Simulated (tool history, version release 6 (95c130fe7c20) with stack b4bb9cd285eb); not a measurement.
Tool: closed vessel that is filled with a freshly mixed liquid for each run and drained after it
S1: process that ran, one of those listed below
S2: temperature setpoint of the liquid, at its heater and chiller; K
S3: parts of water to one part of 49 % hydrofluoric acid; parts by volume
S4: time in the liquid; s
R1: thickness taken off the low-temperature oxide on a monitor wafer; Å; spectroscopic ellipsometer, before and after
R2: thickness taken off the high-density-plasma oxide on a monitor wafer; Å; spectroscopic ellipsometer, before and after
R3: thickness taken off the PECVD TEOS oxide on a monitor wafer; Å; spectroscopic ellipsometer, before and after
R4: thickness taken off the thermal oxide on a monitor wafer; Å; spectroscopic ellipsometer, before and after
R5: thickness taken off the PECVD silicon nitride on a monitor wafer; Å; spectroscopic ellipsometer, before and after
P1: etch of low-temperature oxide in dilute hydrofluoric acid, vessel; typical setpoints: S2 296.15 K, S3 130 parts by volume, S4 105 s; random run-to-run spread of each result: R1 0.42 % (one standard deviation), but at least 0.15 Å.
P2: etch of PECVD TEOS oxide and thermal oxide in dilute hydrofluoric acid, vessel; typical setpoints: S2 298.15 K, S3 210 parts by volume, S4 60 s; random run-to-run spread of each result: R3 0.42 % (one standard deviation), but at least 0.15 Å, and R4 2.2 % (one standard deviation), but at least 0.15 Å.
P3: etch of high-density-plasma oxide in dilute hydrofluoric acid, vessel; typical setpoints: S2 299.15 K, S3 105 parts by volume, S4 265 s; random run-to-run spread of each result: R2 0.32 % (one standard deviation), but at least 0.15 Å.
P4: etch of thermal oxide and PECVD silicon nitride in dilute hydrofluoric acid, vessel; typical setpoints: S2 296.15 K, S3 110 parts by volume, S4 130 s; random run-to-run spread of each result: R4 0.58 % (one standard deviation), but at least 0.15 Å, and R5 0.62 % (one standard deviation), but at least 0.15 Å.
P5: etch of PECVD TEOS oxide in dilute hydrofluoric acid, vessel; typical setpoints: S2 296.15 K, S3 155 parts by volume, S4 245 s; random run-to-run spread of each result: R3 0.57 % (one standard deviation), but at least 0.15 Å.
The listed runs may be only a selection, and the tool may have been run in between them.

| run | hour | S1 | S2 | S3 | S4 | R1 | R2 | R3 | R4 | R5 |
|---|---|---|---|---|---|---|---|---|---|---|
| 1 | 10.9 | P1 | 296.15 | 130 | 105 | 169.29 |  |  |  |  |
| 2 | 23.6 | P1 | 290.15 | 130 | 105 | 133.05 |  |  |  |  |
| 3 | 36.2 | P3 | 299.15 | 185 | 265 |  | 135.06 |  |  |  |
| 4 | 51.7 | P1 | 296.15 | 130 | 200 | 324.51 |  |  |  |  |
| 5 | 58.9 | P1 | 296.15 | 130 | 105 | 169.31 |  |  |  |  |
| 6 | 69 | P2 | 305.65 | 210 | 60 |  |  | 94.139 | 15.814 |  |
| 7 | 81 | P1 | 296.15 | 130 | 30 | 48.229 |  |  |  |  |
| 8 | 89.6 | P4 | 296.15 | 110 | 130 |  |  |  | 52.829 | 38.563 |
| 9 | 99.2 | P2 | 298.15 | 210 | 60 |  |  | 72.332 | 12.54 |  |
| 10 | 109.7 | P5 | 290.15 | 155 | 245 |  |  | 165.63 |  |  |
| 11 | 119 | P3 | 294.15 | 105 | 265 |  | 215.38 |  |  |  |
|  | 131.8 | thermometer replaced |
| 12 | 135.3 | P1 | 301.15 | 130 | 105 | 204.2 |  |  |  |  |
| 13 | 148.2 | P5 | 296.15 | 155 | 245 |  |  | 210.87 |  |  |
| 14 | 164 | P3 | 299.15 | 105 | 70 |  | 69.206 |  |  |  |
| 15 | 179 | P5 | 296.15 | 85 | 245 |  |  | 416.92 |  |  |
| 16 | 192.5 | P1 | 296.15 | 185 | 105 | 112.05 |  |  |  |  |
| 17 | 202.6 | P1 | 296.15 | 130 | 105 | 168.91 |  |  |  |  |
|  | 208.6 | hydrofluoric acid flow meter replaced |
| 18 | 210.1 | P4 | 296.15 | 200 | 130 |  |  |  | 26.246 | 21.556 |
| 19 | 225.4 | P5 | 296.15 | 155 | 365 |  |  | 312.48 |  |  |
| 20 | 236.4 | P4 | 291.65 | 110 | 130 |  |  |  | 43.995 | 28.314 |
| 21 | 252.9 | P1 | 299.65 | 130 | 170 | 315.71 |  |  |  |  |
| 22 | 262 | P1 | 296.15 | 30 | 105 | 829.81 |  |  |  |  |
| 23 | 273.4 | P3 | 299.15 | 105 | 265 |  | 261.87 |  |  |  |
| 24 | 282.4 | P1 | 296.15 | 195 | 200 | 199.07 |  |  |  |  |
| 25 | 291.6 | P4 | 296.15 | 110 | 260 |  |  |  | 105.06 | 77.238 |
| 26 | 300.6 | P2 | 298.15 | 210 | 90 |  |  | 108.05 | 17.588 |  |
| 27 | 313.9 | P1 | 296.15 | 130 | 105 | 167.95 |  |  |  |  |
| 28 | 329.4 | P2 | 298.15 | 40 | 60 |  |  | 465.46 | 82.96 |  |
| 29 | 339.4 | P1 | 296.15 | 130 | 105 | 170.17 |  |  |  |  |

What will run 30 give?
| 30 | 349.8 | P1 | 296.15 | 130 | 105 | ? |  |  |  |  |

For run 30 the tool returned R1 170.04 Å.
